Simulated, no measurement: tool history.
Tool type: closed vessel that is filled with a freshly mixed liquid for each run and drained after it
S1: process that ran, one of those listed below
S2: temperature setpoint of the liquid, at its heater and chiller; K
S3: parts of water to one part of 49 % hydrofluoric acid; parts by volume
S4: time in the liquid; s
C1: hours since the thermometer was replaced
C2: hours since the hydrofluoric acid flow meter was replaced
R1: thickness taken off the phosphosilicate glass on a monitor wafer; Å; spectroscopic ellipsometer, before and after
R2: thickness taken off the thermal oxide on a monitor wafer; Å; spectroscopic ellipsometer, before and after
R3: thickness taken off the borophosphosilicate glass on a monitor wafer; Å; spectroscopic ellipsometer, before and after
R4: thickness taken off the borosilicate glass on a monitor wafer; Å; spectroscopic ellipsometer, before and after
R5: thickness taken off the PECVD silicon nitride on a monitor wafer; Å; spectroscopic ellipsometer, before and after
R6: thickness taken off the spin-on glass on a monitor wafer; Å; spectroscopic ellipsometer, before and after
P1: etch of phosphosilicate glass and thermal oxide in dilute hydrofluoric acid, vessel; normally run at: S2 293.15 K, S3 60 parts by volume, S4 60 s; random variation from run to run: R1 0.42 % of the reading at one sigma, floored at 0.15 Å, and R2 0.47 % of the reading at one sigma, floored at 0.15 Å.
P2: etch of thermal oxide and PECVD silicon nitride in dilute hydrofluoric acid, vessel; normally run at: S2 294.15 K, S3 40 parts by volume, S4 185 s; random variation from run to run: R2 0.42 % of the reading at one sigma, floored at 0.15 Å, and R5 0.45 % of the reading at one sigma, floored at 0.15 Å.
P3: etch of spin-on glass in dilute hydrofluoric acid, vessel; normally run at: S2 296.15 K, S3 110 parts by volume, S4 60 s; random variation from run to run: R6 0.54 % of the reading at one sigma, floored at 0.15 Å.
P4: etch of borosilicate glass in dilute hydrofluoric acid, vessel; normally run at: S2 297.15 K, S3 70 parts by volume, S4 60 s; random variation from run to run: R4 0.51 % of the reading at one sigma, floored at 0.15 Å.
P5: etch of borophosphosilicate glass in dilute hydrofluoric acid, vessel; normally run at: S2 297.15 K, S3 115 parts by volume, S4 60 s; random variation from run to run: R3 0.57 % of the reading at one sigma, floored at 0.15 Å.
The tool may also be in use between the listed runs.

run   hour  S1      S2   S3   S4      C1     C2      R1      R2      R3      R4      R5      R6
  1    6.8  P1  293.15   60   60  1617.6  536.4  660.04  42.192
  2   14.4  P5  297.15  115   60  1625.2    544                  266.96
  3   18.4  P4  303.15   70   60  1629.2    548                          368.52
  4   23.8  P4  297.15   70   60  1634.6  553.4                          287.43
  5   31.1  P1  293.15   60   60  1641.9  560.7  653.33  41.792
      37.7  -- hydrofluoric acid flow meter replaced
  6   39.2  P2  294.15   40  340    1650    1.6          379.35                   391.9
  7   47.2  P5  290.15  115   60    1658    9.6                  200.81
  8   53.3  P5  297.15  115   60  1664.1   15.7                  264.91
  9   60.3  P3  292.65  110   60  1671.1   22.7                                          190.13
 10   65.9  P2  294.15   65  185  1676.7   28.3          122.41                  132.73
 11   70.4  P1  293.15   60   60  1681.2   32.8  656.05   41.84
 12   77.1  P1  293.15   60  100  1687.9   39.5  1095.2  70.535
 13   81.3  P3  296.15  170   60  1692.1   43.7                                          133.42
 14   88.9  P1  293.15   60   30  1699.7   51.3  329.33  21.446
 15   95.9  P4  297.15   70  115  1706.7   58.3                          556.42
 16  101.9  P1  293.15   35   60  1712.7   64.3  1156.8  74.488
 17  108.6  P1  293.15   80   60  1719.4     71  480.82  30.799
 18  116.1  P2  294.15   40  185  1726.9   78.5          204.75                  210.59
 19  124.1  P1  299.65   60   30  1734.9   86.5   428.5  27.619
 20  131.2  P2  299.15   40  185    1742   93.6          253.42                  296.33
 21  135.2  P1  290.15   60   60    1746   97.6  584.44  37.053
 22  142.6  P1  293.15   60   60  1753.4    105  660.96  42.288
 23  147.8  P1  299.65   60   60  1758.6  110.2  857.04   55.21
 24  156.1  P4  297.15  120   60  1766.9  118.5                          157.41
 25  164.4  P3  296.15  110   30  1775.2  126.8                                          109.17

Run 26 has not been measured yet. What should we expect?
 26  171.2  P3  296.15  110  60  1782  133.6                       ?

R6: 220.4 Å
